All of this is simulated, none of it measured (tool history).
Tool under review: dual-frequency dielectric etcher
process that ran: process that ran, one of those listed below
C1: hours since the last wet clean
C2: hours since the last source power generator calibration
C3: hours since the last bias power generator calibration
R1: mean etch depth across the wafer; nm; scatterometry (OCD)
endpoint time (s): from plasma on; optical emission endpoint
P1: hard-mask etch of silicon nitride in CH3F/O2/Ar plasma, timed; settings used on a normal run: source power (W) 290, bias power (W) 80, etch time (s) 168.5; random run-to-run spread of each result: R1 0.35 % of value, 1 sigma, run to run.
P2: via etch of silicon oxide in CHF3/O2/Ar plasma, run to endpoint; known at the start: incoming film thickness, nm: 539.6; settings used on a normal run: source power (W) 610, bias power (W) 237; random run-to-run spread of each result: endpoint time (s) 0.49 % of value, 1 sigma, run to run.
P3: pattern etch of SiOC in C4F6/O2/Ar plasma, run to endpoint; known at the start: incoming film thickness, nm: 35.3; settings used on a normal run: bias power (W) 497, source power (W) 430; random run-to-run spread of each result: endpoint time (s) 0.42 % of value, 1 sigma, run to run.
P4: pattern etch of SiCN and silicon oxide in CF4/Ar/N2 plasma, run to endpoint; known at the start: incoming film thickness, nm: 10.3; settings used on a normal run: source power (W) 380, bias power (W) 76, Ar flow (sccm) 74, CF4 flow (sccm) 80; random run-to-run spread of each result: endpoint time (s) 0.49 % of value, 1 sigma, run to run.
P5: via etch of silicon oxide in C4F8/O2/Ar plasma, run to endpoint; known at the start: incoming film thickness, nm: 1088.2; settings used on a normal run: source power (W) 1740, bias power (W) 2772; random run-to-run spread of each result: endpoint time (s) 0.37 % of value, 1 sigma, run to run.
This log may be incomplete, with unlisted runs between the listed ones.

{"run": 1, "hour": 7.9, "process that ran": "P1", "source power (W)": 290, "bias power (W)": 80, "etch time (s)": 168.5, "C1": 74.6, "C2": 391, "C3": 1028.8, "R1": 109.2}
{"run": 2, "hour": 25.2, "process that ran": "P4", "source power (W)": 380, "bias power (W)": 44, "Ar flow (sccm)": 74, "CF4 flow (sccm)": 80, "C1": 91.9, "C2": 408.3, "C3": 1046.1, "endpoint time (s)": 14.9}
{"run": 3, "hour": 40.8, "process that ran": "P1", "source power (W)": 290, "bias power (W)": 56, "etch time (s)": 168.5, "C1": 107.5, "C2": 423.9, "C3": 1061.7, "R1": 95.644}
{"run": 4, "hour": 54.2, "process that ran": "P4", "source power (W)": 460, "bias power (W)": 76, "Ar flow (sccm)": 74, "CF4 flow (sccm)": 80, "C1": 120.9, "C2": 437.3, "C3": 1075.1, "endpoint time (s)": 10.669}
{"hour": 62.3, "done": "bias power generator calibrated"}
{"run": 5, "hour": 63.9, "process that ran": "P2", "source power (W)": 610, "bias power (W)": 237, "C1": 130.6, "C2": 447, "C3": 1.7, "endpoint time (s)": 251.22}
{"run": 6, "hour": 73.7, "process that ran": "P2", "source power (W)": 610, "bias power (W)": 153, "C1": 140.4, "C2": 456.8, "C3": 11.5, "endpoint time (s)": 289.09}
{"run": 7, "hour": 90.8, "process that ran": "P1", "source power (W)": 290, "bias power (W)": 80, "etch time (s)": 168.5, "C1": 157.5, "C2": 473.9, "C3": 28.6, "R1": 108.73}
{"run": 8, "hour": 104.0, "process that ran": "P4", "source power (W)": 380, "bias power (W)": 76, "Ar flow (sccm)": 74, "CF4 flow (sccm)": 80, "C1": 170.7, "C2": 487.1, "C3": 41.8, "endpoint time (s)": 12.689}
{"run": 9, "hour": 117.1, "process that ran": "P1", "source power (W)": 290, "bias power (W)": 80, "etch time (s)": 168.5, "C1": 183.8, "C2": 500.2, "C3": 54.9, "R1": 108.77}
{"run": 10, "hour": 127.5, "process that ran": "P1", "source power (W)": 290, "bias power (W)": 80, "etch time (s)": 168.5, "C1": 194.2, "C2": 510.6, "C3": 65.3, "R1": 108.71}
{"run": 11, "hour": 141.0, "process that ran": "P2", "source power (W)": 390, "bias power (W)": 237, "C1": 207.7, "C2": 524.1, "C3": 78.8, "endpoint time (s)": 295.88}
{"run": 12, "hour": 157.3, "process that ran": "P4", "source power (W)": 380, "bias power (W)": 76, "Ar flow (sccm)": 54, "CF4 flow (sccm)": 80, "C1": 224, "C2": 540.4, "C3": 95.1, "endpoint time (s)": 12.179}
{"run": 13, "hour": 167.7, "process that ran": "P1", "source power (W)": 400, "bias power (W)": 80, "etch time (s)": 168.5, "C1": 234.4, "C2": 550.8, "C3": 105.5, "R1": 123.32}
{"run": 14, "hour": 179.6, "process that ran": "P1", "source power (W)": 190, "bias power (W)": 80, "etch time (s)": 168.5, "C1": 246.3, "C2": 562.7, "C3": 117.4, "R1": 91.811}
{"run": 15, "hour": 193.7, "process that ran": "P1", "source power (W)": 340, "bias power (W)": 80, "etch time (s)": 132, "C1": 260.4, "C2": 576.8, "C3": 131.5, "R1": 89.876}
{"run": 16, "hour": 202.9, "process that ran": "P1", "source power (W)": 290, "bias power (W)": 80, "etch time (s)": 250.5, "C1": 269.6, "C2": 586, "C3": 140.7, "R1": 161.48}
{"run": 17, "hour": 218.3, "process that ran": "P3", "source power (W)": 320, "bias power (W)": 497, "C1": 285, "C2": 601.4, "C3": 156.1, "endpoint time (s)": 12.786}
{"run": 18, "hour": 225.8, "process that ran": "P5", "source power (W)": 2300, "bias power (W)": 2772, "C1": 292.5, "C2": 608.9, "C3": 163.6, "endpoint time (s)": 190.2}
{"run": 19, "hour": 234.5, "process that ran": "P5", "source power (W)": 1740, "bias power (W)": 3330, "C1": 301.2, "C2": 617.6, "C3": 172.3, "endpoint time (s)": 198.64}
{"run": 20, "hour": 249.6, "process that ran": "P1", "source power (W)": 180, "bias power (W)": 80, "etch time (s)": 206.5, "C1": 316.3, "C2": 632.7, "C3": 187.4, "R1": 110.61}
{"run": 21, "hour": 262.4, "process that ran": "P4", "source power (W)": 380, "bias power (W)": 76, "Ar flow (sccm)": 74, "CF4 flow (sccm)": 64, "C1": 329.1, "C2": 645.5, "C3": 200.2, "endpoint time (s)": 13.063}
{"run": 22, "hour": 277.0, "process that ran": "P1", "source power (W)": 290, "bias power (W)": 102, "etch time (s)": 168.5, "C1": 343.7, "C2": 660.1, "C3": 214.8, "R1": 118.75}
{"run": 23, "hour": 291.1, "process that ran": "P1", "source power (W)": 290, "bias power (W)": 80, "etch time (s)": 119, "C1": 357.8, "C2": 674.2, "C3": 228.9, "R1": 76.916}
{"run": 24, "hour": 303.1, "process that ran": "P5", "source power (W)": 1740, "bias power (W)": 2772, "C1": 369.8, "C2": 686.2, "C3": 240.9, "endpoint time (s)": 211.06}
{"run": 25, "hour": 319.3, "process that ran": "P4", "source power (W)": 380, "bias power (W)": 76, "Ar flow (sccm)": 74, "CF4 flow (sccm)": 80, "C1": 386, "C2": 702.4, "C3": 257.1, "endpoint time (s)": 12.663}
{"run": 26, "hour": 336.1, "process that ran": "P5", "source power (W)": 1740, "bias power (W)": 2772, "C1": 402.8, "C2": 719.2, "C3": 273.9, "endpoint time (s)": 209.83}
{"run": 27, "hour": 348.0, "process that ran": "P3", "source power (W)": 430, "bias power (W)": 497, "C1": 414.7, "C2": 731.1, "C3": 285.8, "endpoint time (s)": 11.418}
{"run": 28, "hour": 356.6, "process that ran": "P2", "source power (W)": 610, "bias power (W)": 237, "C1": 423.3, "C2": 739.7, "C3": 294.4, "endpoint time (s)": 251.68}
{"run": 29, "hour": 365.0, "process that ran": "P1", "source power (W)": 290, "bias power (W)": 80, "etch time (s)": 168.5, "C1": 431.7, "C2": 748.1, "C3": 302.8, "R1": 108.79}
{"run": 30, "hour": 373.8, "process that ran": "P3", "source power (W)": 430, "bias power (W)": 643, "C1": 440.5, "C2": 756.9, "C3": 311.6, "endpoint time (s)": 10.429}
{"run": 31, "hour": 384.0, "process that ran": "P1", "source power (W)": 290, "bias power (W)": 80, "etch time (s)": 168.5, "C1": 450.7, "C2": 767.1, "C3": 321.8, "R1": 108.8}
{"run": 32, "hour": 392.7, "process that ran": "P1", "source power (W)": 290, "bias power (W)": 80, "etch time (s)": 168.5, "C1": 459.4, "C2": 775.8, "C3": 330.5, "R1": 107.4}
{"run": 33, "hour": 407.7, "process that ran": "P1", "source power (W)": 290, "bias power (W)": 80, "etch time (s)": 168.5, "C1": 474.4, "C2": 790.8, "C3": 345.5, "R1": 107.94}
{"run": 34, "hour": 417.6, "process that ran": "P1", "source power (W)": 290, "bias power (W)": 80, "etch time (s)": 168.5, "C1": 484.3, "C2": 800.7, "C3": 355.4, "R1": 106.92}
{"hour": 432.2, "done": "wet clean of the chamber"}
{"run": 35, "hour": 432.3, "process that ran": "P1", "source power (W)": 290, "bias power (W)": 80, "etch time (s)": 168.5, "C1": 0.1, "C2": 815.4, "C3": 370.1, "R1": 106.53}
{"run": 36, "hour": 444.5, "process that ran": "P1", "source power (W)": 290, "bias power (W)": 80, "etch time (s)": 168.5, "C1": 12.3, "C2": 827.6, "C3": 382.3, "R1": 106.71}
{"run": 37, "hour": 459.8, "process that ran": "P1", "source power (W)": 290, "bias power (W)": 80, "etch time (s)": 168.5, "C1": 27.6, "C2": 842.9, "C3": 397.6, "R1": 107.45}
{"run": 38, "hour": 474.3, "process that ran": "P1", "source power (W)": 290, "bias power (W)": 80, "etch time (s)": 168.5, "C1": 42.1, "C2": 857.4, "C3": 412.1, "R1": 106.52}
{"run": 39, "hour": 487.5, "process that ran": "P1", "source power (W)": 290, "bias power (W)": 80, "etch time (s)": 168.5, "C1": 55.3, "C2": 870.6, "C3": 425.3, "R1": 106.95}
{"run": 40, "hour": 500.6, "process that ran": "P1", "source power (W)": 290, "bias power (W)": 80, "etch time (s)": 168.5, "C1": 68.4, "C2": 883.7, "C3": 438.4, "R1": 107.34}
{"run": 41, "hour": 517.1, "process that ran": "P1", "source power (W)": 290, "bias power (W)": 80, "etch time (s)": 168.5, "C1": 84.9, "C2": 900.2, "C3": 454.9, "R1": 106.03}

P1 no longer gives what it gave before; its output has crept away from where it was. The following 2 causes, each at its listed size, fit the log equally well:
A: bias power that arrives under what is set, % = 4.82
B: source power that arrives under what is set, % = 4.61
The gradual shift began around hour 384.
Every other cause this tool's parts could produce, and why it does not fit the log:
chamber walls in a state that lowers the etch rate, %: serviced at hour 432.2, after the change had begun; the process did not return to its earlier output

Which of the 4 check runs listed below, each an average over 2 wafers with its results shown as question marks, gives clearly different results under the different listed causes?
{"run": "check 1", "hour": 533.6, "process that ran": "P5", "source power (W)": 2080, "bias power (W)": 2772, "endpoint time (s)": "?"}
{"run": "check 2", "hour": 533.6, "process that ran": "P2", "source power (W)": 430, "bias power (W)": 162, "endpoint time (s)": "?"}
{"run": "check 3", "hour": 533.6, "process that ran": "P3", "source power (W)": 430, "bias power (W)": 625, "endpoint time (s)": "?"}
{"run": "check 4", "hour": 533.6, "process that ran": "P4", "source power (W)": 380, "bias power (W)": 47, "Ar flow (sccm)": 74, "CF4 flow (sccm)": 80, "endpoint time (s)": "?"}

How each check would come out, cause by cause:
check=check_1 result=endpoint_time_(s) if_A=200.04 if_B=200.74
check=check_2 result=endpoint_time_(s) if_A=331.22 if_B=331.7
check=check_3 result=endpoint_time_(s) if_A=10.657 if_B=10.64
check=check_4 result=endpoint_time_(s) if_A=14.868 if_B=15.294
Per check, the gap between the least separated pair of causes, taken in the result that splits them most: check 1 0.35 %; check 2 0.15 %; check 3 0.16 %; check 4 2.82 %
Check 4 is the one run that separates the causes; every other check would come out nearly the same whichever cause is at work.

Then check 4 was run and gave: endpoint time (s) 14.797. Which cause is it?

It was cause A: bias power that arrives under what is set, %.

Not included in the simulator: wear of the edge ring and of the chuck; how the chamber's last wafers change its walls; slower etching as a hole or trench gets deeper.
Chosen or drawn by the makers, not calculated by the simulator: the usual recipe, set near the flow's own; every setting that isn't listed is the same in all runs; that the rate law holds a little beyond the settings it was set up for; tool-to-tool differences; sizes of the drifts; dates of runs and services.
